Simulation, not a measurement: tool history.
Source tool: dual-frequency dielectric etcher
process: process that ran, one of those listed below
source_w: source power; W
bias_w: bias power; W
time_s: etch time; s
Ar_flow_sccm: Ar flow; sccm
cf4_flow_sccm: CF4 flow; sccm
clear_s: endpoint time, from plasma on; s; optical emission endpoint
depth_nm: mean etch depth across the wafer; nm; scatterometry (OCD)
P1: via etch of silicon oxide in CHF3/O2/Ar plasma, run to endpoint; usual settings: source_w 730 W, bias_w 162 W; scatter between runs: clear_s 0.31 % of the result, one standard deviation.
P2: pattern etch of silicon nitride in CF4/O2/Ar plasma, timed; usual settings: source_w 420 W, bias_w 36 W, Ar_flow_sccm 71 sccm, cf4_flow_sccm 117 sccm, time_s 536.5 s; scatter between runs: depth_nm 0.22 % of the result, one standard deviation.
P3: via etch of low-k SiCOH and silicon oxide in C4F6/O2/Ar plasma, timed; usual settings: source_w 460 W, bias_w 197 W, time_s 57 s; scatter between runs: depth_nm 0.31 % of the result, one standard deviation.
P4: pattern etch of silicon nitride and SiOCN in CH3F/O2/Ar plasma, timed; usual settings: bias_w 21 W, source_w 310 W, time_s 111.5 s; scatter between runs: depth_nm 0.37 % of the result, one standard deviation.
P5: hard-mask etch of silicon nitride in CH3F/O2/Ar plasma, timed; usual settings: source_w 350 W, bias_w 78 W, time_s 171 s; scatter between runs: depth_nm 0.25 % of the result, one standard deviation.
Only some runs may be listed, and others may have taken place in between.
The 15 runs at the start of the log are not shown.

run,hour,process,source_w,bias_w,time_s,Ar_flow_sccm,cf4_flow_sccm,hours since the last wet clean,hours since the last source power generator calibration,hours since the last bias power generator calibration,clear_s,depth_nm
16,189.2,P2,280,36,536.5,71,117,60.5,1597.5,646.1,,574.38
17,206.2,P2,420,36,536.5,71,117,77.5,1614.5,663.1,,818.89
18,215.3,P2,420,36,376.5,71,117,86.6,1623.6,672.2,,575.59
# hour 220.5: bias power generator calibrated
19,231.8,P3,460,197,57,,,103.1,1640.1,11.4,,176.06
20,241.3,P2,420,45,536.5,71,117,112.6,1649.6,20.9,,885.36
21,254.6,P5,230,78,171,,,125.9,1662.9,34.2,,98.423
22,262,P1,940,162,,,,133.3,1670.3,41.6,254.46,
23,279,P4,310,13,111.5,,,150.3,1687.3,58.6,,10.656
24,292.3,P5,350,99,171,,,163.6,1700.6,71.9,,124.97
25,305.9,P1,730,162,,,,177.2,1714.2,85.5,282.17,
26,317,P5,350,78,100.5,,,188.3,1725.3,96.6,,67.258
27,328.6,P1,730,162,,,,199.9,1736.9,108.2,281.6,
28,336.3,P1,730,162,,,,207.6,1744.6,115.9,281.09,
29,350,P1,730,162,,,,221.3,1758.3,129.6,283.94,

Run 30 is up next; what results do you expect?
30,358.8,P1,730,162,,,,230.1,1767.1,138.4,?,

clear_s: 284.33 s
